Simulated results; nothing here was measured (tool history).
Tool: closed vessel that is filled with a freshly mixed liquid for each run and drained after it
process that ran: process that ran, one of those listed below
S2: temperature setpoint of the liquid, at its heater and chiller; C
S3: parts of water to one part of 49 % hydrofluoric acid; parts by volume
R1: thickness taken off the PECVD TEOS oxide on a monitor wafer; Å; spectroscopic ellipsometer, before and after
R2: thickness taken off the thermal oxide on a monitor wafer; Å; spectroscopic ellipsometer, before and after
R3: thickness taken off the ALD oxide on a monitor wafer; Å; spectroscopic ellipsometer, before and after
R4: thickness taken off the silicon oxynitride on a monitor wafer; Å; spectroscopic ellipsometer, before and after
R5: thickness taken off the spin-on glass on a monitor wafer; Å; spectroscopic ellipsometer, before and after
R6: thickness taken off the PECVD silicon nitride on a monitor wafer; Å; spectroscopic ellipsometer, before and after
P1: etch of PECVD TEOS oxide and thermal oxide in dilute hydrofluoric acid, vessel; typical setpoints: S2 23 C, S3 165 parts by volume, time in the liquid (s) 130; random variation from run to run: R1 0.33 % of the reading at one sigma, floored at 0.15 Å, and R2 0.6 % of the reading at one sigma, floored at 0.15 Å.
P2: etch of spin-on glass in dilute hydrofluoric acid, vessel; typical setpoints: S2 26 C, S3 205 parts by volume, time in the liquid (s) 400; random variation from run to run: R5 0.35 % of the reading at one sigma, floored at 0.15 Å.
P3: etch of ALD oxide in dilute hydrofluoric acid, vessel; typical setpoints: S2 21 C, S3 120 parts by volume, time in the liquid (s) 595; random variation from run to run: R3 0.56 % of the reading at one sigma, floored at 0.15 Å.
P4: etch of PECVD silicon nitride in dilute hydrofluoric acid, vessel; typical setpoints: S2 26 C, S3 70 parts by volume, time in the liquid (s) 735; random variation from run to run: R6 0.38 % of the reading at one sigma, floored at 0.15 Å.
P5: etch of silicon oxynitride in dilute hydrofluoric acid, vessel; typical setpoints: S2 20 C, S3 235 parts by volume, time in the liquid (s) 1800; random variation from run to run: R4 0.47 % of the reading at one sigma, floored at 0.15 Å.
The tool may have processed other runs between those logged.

Run 1, day 0.683: process that ran P1, S2 23 C, S3 165 parts by volume, time in the liquid (s) 130. Result: R1 67.564 Å, R2 34.174 Å.
Run 2, day 1.288: process that ran P3, S2 21 C, S3 120 parts by volume, time in the liquid (s) 595. Result: R3 417.68 Å.
Run 3, day 2.067: process that ran P1, S2 17 C, S3 165 parts by volume, time in the liquid (s) 220. Result: R1 90.58 Å, R2 45.441 Å.
Run 4, day 2.571: process that ran P1, S2 30.5 C, S3 165 parts by volume, time in the liquid (s) 130. Result: R1 88.757 Å, R2 44.796 Å.
Run 5, day 2.917: process that ran P1, S2 18 C, S3 165 parts by volume, time in the liquid (s) 130. Result: R1 55.69 Å, R2 28.642 Å.
Run 6, day 3.612: process that ran P5, S2 20 C, S3 235 parts by volume, time in the liquid (s) 1800. Result: R4 171.68 Å.
Run 7, day 4.125: process that ran P1, S2 23 C, S3 165 parts by volume, time in the liquid (s) 130. Result: R1 67.389 Å, R2 34.594 Å.
Run 8, day 4.542: process that ran P2, S2 26 C, S3 205 parts by volume, time in the liquid (s) 115. Result: R5 148.36 Å.
Run 9, day 5.208: process that ran P3, S2 21 C, S3 210 parts by volume, time in the liquid (s) 595. Result: R3 219.12 Å.
Run 10, day 5.846: process that ran P5, S2 17 C, S3 235 parts by volume, time in the liquid (s) 1800. Result: R4 149.32 Å.
Run 11, day 6.312: process that ran P1, S2 23 C, S3 165 parts by volume, time in the liquid (s) 40. Result: R1 20.836 Å, R2 10.658 Å.
Run 12, day 6.992: process that ran P4, S2 26 C, S3 70 parts by volume, time in the liquid (s) 1085. Result: R6 617.35 Å.
At day 7.462: thermometer replaced.
Run 13, day 7.65: process that ran P4, S2 26 C, S3 70 parts by volume, time in the liquid (s) 735. Result: R6 417.69 Å.
Run 14, day 8.208: process that ran P5, S2 20 C, S3 235 parts by volume, time in the liquid (s) 30. Result: R4 2.8412 Å.
Run 15, day 8.771: process that ran P1, S2 27 C, S3 165 parts by volume, time in the liquid (s) 235. Result: R1 141.93 Å, R2 71.976 Å.
Run 16, day 9.454: process that ran P2, S2 26 C, S3 370 parts by volume, time in the liquid (s) 400. Result: R5 239.99 Å.
Run 17, day 9.888: process that ran P4, S2 26 C, S3 115 parts by volume, time in the liquid (s) 735. Result: R6 254.1 Å.
Run 18, day 10.658: process that ran P4, S2 26 C, S3 70 parts by volume, time in the liquid (s) 735. Result: R6 417.27 Å.
Run 19, day 11.008: process that ran P2, S2 26 C, S3 205 parts by volume, time in the liquid (s) 400. Result: R5 516.25 Å.
Run 20, day 11.454: process that ran P2, S2 18 C, S3 205 parts by volume, time in the liquid (s) 400. Result: R5 380.76 Å.
Run 21, day 11.992: process that ran P1, S2 23 C, S3 50 parts by volume, time in the liquid (s) 130. Result: R1 255.72 Å, R2 128.45 Å.
Run 22, day 12.683: process that ran P5, S2 20 C, S3 405 parts by volume, time in the liquid (s) 1800. Result: R4 89.016 Å.
Run 23, day 13.388: process that ran P3, S2 17 C, S3 120 parts by volume, time in the liquid (s) 595. Result: R3 359.32 Å.
Run 24, day 13.775: process that ran P3, S2 21 C, S3 120 parts by volume, time in the liquid (s) 1010. Result: R3 710.34 Å.
Run 25, day 14.283: process that ran P1, S2 23 C, S3 165 parts by volume, time in the liquid (s) 205. Result: R1 106.03 Å, R2 53.643 Å.
Run 26, day 14.65: process that ran P5, S2 20 C, S3 235 parts by volume, time in the liquid (s) 1800. Result: R4 169.65 Å.
Run 27, day 15.433: process that ran P1, S2 23 C, S3 245 parts by volume, time in the liquid (s) 130. Result: R1 41.931 Å, R2 21.349 Å.
Run 28, day 16.104: process that ran P1, S2 23 C, S3 165 parts by volume, time in the liquid (s) 130. Result: R1 67.277 Å, R2 33.994 Å.
Run 29, day 16.888: process that ran P1, S2 23 C, S3 55 parts by volume, time in the liquid (s) 40. Result: R1 70.588 Å, R2 35.642 Å.
Run 30, day 17.317: process that ran P1, S2 23 C, S3 165 parts by volume, time in the liquid (s) 130. Result: R1 67.907 Å, R2 34.155 Å.
Run 31, day 17.862: process that ran P4, S2 33 C, S3 70 parts by volume, time in the liquid (s) 735. Result: R6 654.81 Å.
Run 32, day 18.238: process that ran P1, S2 23 C, S3 165 parts by volume, time in the liquid (s) 130. Result: R1 67.656 Å, R2 34.111 Å.
Run 33, day 18.929: process that ran P1, S2 23 C, S3 165 parts by volume, time in the liquid (s) 130. Result: R1 70.01 Å, R2 35.037 Å.
Run 34, day 19.6: process that ran P1, S2 23 C, S3 165 parts by volume, time in the liquid (s) 130. Result: R1 71.129 Å, R2 36.438 Å.
Run 35, day 19.979: process that ran P1, S2 23 C, S3 165 parts by volume, time in the liquid (s) 130. Result: R1 71.798 Å, R2 36.637 Å.
Run 36, day 20.45: process that ran P1, S2 23 C, S3 165 parts by volume, time in the liquid (s) 130. Result: R1 72.696 Å, R2 37 Å.
Run 37, day 21.146: process that ran P1, S2 23 C, S3 165 parts by volume, time in the liquid (s) 130. Result: R1 72.62 Å, R2 37.083 Å.
Run 38, day 21.546: process that ran P1, S2 23 C, S3 165 parts by volume, time in the liquid (s) 130. Result: R1 73.242 Å, R2 37.325 Å.
Run 39, day 22.329: process that ran P1, S2 23 C, S3 165 parts by volume, time in the liquid (s) 130. Result: R1 73.671 Å, R2 37.246 Å.
Run 40, day 22.758: process that ran P1, S2 23 C, S3 165 parts by volume, time in the liquid (s) 130. Result: R1 73.313 Å, R2 37.929 Å.
Run 41, day 23.412: process that ran P1, S2 23 C, S3 165 parts by volume, time in the liquid (s) 130. Result: R1 72.946 Å, R2 37.251 Å.
Run 42, day 24.017: process that ran P1, S2 23 C, S3 165 parts by volume, time in the liquid (s) 130. Result: R1 73.513 Å, R2 37.752 Å.
Run 43, day 24.488: process that ran P1, S2 23 C, S3 165 parts by volume, time in the liquid (s) 130. Result: R1 73.455 Å, R2 37.287 Å.

The log shows P1 creeping away from where it was. Any of the 2 causes listed here, at the size stated for it, fits the log just as well as the others:
A: liquid hotter than its thermometer reads (K) = 2.34
B: hydrofluoric acid flow above the setpoint (%) = 7.78
At approximately day 18.238, the process output began to creep.

Listed below are the offered check runs, one wafer per run, with question marks in place of results. For which of them would the causes give clearly different outcomes?
Run check 1, day 24.958: process that ran P5, S2 20 C, S3 380 parts by volume, time in the liquid (s) 210. Result: R4 ?.
Run check 2, day 24.958: process that ran P4, S2 33 C, S3 100 parts by volume, time in the liquid (s) 735. Result: R6 ?.
Run check 3, day 24.958: process that ran P2, S2 19 C, S3 265 parts by volume, time in the liquid (s) 400. Result: R5 ?.
Run check 4, day 24.958: process that ran P3, S2 17 C, S3 180 parts by volume, time in the liquid (s) 595. Result: R3 ?.

If the cause were each of the candidates in turn, the checks would give the following:
  check  result    if A    if B
check 1      R4  12.435  12.333
check 2      R6  524.09  490.69
check 3      R5  315.39   317.1
check 4      R3  245.89   244.4
Per check, the gap between the least separated pair of causes, taken in the result that splits them most: check 1 0.83 %; check 2 6.58 %; check 3 0.54 %; check 4 0.61 %
Only in check 2 would the causes give clearly different results; in the remaining checks their results would be nearly the same.

Here is what check 2 returned: R6 490.54 Å. Which cause is it?

The correct cause is B, namely: hydrofluoric acid flow above the setpoint (%).

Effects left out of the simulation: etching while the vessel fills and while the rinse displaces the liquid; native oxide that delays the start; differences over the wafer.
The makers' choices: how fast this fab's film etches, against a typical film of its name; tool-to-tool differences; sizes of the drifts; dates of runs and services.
